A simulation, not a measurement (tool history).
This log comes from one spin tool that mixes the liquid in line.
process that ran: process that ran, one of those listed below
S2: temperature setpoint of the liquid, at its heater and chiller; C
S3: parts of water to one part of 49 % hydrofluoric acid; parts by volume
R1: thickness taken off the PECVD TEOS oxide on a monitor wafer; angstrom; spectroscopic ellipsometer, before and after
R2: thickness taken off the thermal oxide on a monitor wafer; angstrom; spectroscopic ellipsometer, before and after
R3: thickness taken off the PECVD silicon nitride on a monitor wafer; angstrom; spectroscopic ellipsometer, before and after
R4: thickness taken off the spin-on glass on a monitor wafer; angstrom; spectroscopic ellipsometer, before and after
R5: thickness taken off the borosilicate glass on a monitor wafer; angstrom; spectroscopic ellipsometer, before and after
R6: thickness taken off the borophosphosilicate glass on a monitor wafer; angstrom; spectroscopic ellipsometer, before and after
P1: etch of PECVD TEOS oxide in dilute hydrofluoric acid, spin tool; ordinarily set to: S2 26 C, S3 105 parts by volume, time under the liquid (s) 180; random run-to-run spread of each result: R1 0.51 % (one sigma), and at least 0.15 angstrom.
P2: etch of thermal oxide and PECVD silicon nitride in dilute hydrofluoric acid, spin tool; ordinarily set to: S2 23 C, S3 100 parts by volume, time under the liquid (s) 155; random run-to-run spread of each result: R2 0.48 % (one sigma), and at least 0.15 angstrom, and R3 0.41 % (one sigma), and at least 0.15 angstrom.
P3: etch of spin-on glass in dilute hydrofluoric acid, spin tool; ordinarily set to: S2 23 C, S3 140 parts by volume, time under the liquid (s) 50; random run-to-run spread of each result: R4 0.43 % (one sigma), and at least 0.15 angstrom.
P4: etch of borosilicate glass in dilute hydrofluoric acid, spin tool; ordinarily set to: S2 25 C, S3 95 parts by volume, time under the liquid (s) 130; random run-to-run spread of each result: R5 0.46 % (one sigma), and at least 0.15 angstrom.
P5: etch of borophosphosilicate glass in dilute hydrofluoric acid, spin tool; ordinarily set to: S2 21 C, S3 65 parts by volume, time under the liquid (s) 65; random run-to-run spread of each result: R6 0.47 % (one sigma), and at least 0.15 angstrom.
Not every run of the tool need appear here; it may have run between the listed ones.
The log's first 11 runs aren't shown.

Run 12, hour 155.5: process that ran P1, S2 30 C, S3 155 parts by volume, time under the liquid (s) 180. Result: R1 125.57 angstrom.
Run 13, hour 174.5: process that ran P1, S2 32.5 C, S3 105 parts by volume, time under the liquid (s) 65. Result: R1 77.852 angstrom.
Run 14, hour 186: process that ran P1, S2 26 C, S3 105 parts by volume, time under the liquid (s) 40. Result: R1 37.837 angstrom.
Run 15, hour 205.2: process that ran P4, S2 25 C, S3 95 parts by volume, time under the liquid (s) 130. Result: R5 351.41 angstrom.
Run 16, hour 216.9: process that ran P5, S2 21 C, S3 65 parts by volume, time under the liquid (s) 95. Result: R6 669 angstrom.
Run 17, hour 226.3: process that ran P1, S2 26 C, S3 155 parts by volume, time under the liquid (s) 180. Result: R1 108.15 angstrom.
Run 18, hour 245.2: process that ran P3, S2 23 C, S3 40 parts by volume, time under the liquid (s) 50. Result: R4 393.24 angstrom.
Run 19, hour 258.8: process that ran P3, S2 23 C, S3 140 parts by volume, time under the liquid (s) 75. Result: R4 148.96 angstrom.
Run 20, hour 275.7: process that ran P1, S2 26 C, S3 105 parts by volume, time under the liquid (s) 180. Result: R1 170.1 angstrom.
Run 21, hour 294.7: process that ran P5, S2 21 C, S3 65 parts by volume, time under the liquid (s) 65. Result: R6 457.26 angstrom.
Run 22, hour 307.8: process that ran P1, S2 26 C, S3 105 parts by volume, time under the liquid (s) 180. Result: R1 169.64 angstrom.
Run 23, hour 318.4: process that ran P2, S2 23 C, S3 100 parts by volume, time under the liquid (s) 285. Result: R2 132.34 angstrom, R3 118.07 angstrom.
Run 24, hour 331.5: process that ran P2, S2 23 C, S3 100 parts by volume, time under the liquid (s) 155. Result: R2 71.712 angstrom, R3 63.775 angstrom.
Run 25, hour 350.2: process that ran P4, S2 25 C, S3 95 parts by volume, time under the liquid (s) 130. Result: R5 348.72 angstrom.
Run 26, hour 360.9: process that ran P4, S2 29.5 C, S3 95 parts by volume, time under the liquid (s) 130. Result: R5 416.57 angstrom.
Run 27, hour 371.6: process that ran P5, S2 21 C, S3 100 parts by volume, time under the liquid (s) 65. Result: R6 282.68 angstrom.
Run 28, hour 383.9: process that ran P1, S2 26 C, S3 105 parts by volume, time under the liquid (s) 285. Result: R1 268.8 angstrom.

Estimate the outcome of run 29 from the log above:
Run 29, hour 399.5: process that ran P1, S2 33.5 C, S3 105 parts by volume, time under the liquid (s) 180. Result: R1 ?.

Run 29 came out at R1 226.33 angstrom.
